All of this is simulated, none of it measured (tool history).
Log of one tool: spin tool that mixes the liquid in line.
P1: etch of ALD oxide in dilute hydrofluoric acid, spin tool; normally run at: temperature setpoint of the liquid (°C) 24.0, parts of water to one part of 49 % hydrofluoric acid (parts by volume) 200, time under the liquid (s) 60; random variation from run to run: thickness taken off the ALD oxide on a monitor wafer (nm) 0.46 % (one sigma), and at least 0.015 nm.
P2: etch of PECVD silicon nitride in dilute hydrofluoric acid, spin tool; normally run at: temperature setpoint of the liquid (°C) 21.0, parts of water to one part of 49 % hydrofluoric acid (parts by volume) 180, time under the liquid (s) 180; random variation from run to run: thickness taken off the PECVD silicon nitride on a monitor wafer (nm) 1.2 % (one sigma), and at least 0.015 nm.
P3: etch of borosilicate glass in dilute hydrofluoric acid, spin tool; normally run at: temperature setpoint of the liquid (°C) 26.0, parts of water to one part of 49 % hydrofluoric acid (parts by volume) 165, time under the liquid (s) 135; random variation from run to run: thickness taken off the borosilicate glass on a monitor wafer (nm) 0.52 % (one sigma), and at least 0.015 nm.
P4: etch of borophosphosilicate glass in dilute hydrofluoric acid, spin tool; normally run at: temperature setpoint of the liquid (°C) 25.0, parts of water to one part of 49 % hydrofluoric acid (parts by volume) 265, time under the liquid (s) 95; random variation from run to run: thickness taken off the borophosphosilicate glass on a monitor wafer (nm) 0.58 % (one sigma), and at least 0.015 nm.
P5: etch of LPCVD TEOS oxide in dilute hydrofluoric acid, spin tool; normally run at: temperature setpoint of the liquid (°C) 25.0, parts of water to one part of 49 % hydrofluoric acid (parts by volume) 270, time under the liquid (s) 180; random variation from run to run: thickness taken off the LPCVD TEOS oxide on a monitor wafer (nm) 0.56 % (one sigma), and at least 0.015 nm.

run	hour	process that ran	temperature setpoint of the liquid (°C)	parts of water to one part of 49 % hydrofluoric acid (parts by volume)	time under the liquid (s)	thickness taken off the ALD oxide on a monitor wafer (nm)	thickness taken off the borosilicate glass on a monitor wafer (nm)	thickness taken off the LPCVD TEOS oxide on a monitor wafer (nm)	thickness taken off the PECVD silicon nitride on a monitor wafer (nm)	thickness taken off the borophosphosilicate glass on a monitor wafer (nm)
1	3.3	P1	24.0	200	60	4.8841				
2	8.5	P3	26.0	295	135		8.7816			
3	13.8	P5	25.0	465	180			4.5355		
4	16.7	P2	28.0	180	180				2.88340	
5	19.7	P4	25.0	265	25					4.7825
6	23.9	P1	24.0	200	115	9.3290				
7	27.4	P5	25.0	270	80			4.2191		
8	31.0	P1	17.0	200	60	3.7195				
9	33.9	P1	24.0	200	60	4.9030				
10	37.1	P1	29.5	200	15	1.4801				
11	40.7	P2	21.0	180	55				0.56279	
12	45.0	P3	26.0	165	75		10.1510			
13	48.0	P1	18.0	60	60	14.8720				
14	51.8	P1	24.0	115	60	9.3043				
15	54.4	P1	24.0	200	30	2.4247				
16	60.0	P1	24.0	355	60	2.3347				
17	62.7	P1	24.0	200	60	4.8963				
18	66.6	P3	26.0	165	135		18.2250			
19	71.1	P2	21.0	325	180				1.02320	
20	75.0	P3	17.5	165	135		13.0490			
21	79.4	P5	25.0	270	180			9.3496		
22	83.3	P4	25.0	265	95					18.2460
23	87.7	P1	24.0	200	60	4.8821				
24	92.1	P1	24.0	200	60	4.8971				
25	97.7	P1	30.5	200	60	6.0951				
26	102.4	P3	26.0	165	135		18.3420			
27	105.1	P4	25.0	50	95					121.5000
28	110.5	P2	21.0	180	180				1.87360	
29	116.0	P5	32.5	270	180			12.2540		
30	119.0	P5	25.0	270	180			9.5121		
31	124.2	P4	33.0	265	95					23.5930
32	127.0	P2	21.0	180	180				1.83330	

Run 33 comes next. What will it give?
33	129.7	P1	24.0	200	60	?				

Run 33 gave thickness taken off the ALD oxide on a monitor wafer (nm) 4.8399.

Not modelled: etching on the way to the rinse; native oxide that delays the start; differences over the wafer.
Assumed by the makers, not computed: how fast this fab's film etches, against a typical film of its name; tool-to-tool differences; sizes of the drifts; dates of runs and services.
